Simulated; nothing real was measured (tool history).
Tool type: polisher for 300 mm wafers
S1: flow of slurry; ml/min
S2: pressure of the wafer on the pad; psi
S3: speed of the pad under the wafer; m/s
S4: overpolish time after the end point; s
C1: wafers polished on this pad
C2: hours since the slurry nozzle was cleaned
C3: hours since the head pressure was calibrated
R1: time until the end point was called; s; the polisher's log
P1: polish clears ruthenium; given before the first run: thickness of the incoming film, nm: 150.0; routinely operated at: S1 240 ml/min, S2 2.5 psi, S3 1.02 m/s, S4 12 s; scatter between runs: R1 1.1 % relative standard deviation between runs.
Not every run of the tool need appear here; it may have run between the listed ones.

run,hour,S1,S2,S3,S4,C1,C2,C3,R1
1,13.2,240,2.5,1.02,12,245,387.6,131.3,89.018
2,24.0,240,2.5,1.32,4,338,398.4,142.1,68.895
3,37.4,240,2.5,1.02,4,453,411.8,155.5,88.027
4,43.9,240,2.5,1.02,12,509,418.3,162.0,90.843
5,57.6,240,2.5,1.02,12,626,432.0,175.7,88.616
6,70.0,240,3.9,1.02,12,732,444.4,188.1,57.333
7,76.2,330,2.5,1.02,12,786,450.6,194.3,86.018
8,85.8,240,2.5,1.02,12,868,460.2,203.9,88.766
9,95.5,240,2.5,1.02,22,951,469.9,213.6,88.860
10,108.0,240,2.5,0.64,12,1058,482.4,226.1,142.230
11,116.5,240,2.5,0.78,4,1131,490.9,234.6,117.640
12,126.1,240,1.3,1.02,12,1213,500.5,244.2,172.730

Forecast run 13:
13,132.7,145,2.5,1.02,12,1270,507.1,250.8,?

{"run 13": {"R1": 94.884}}
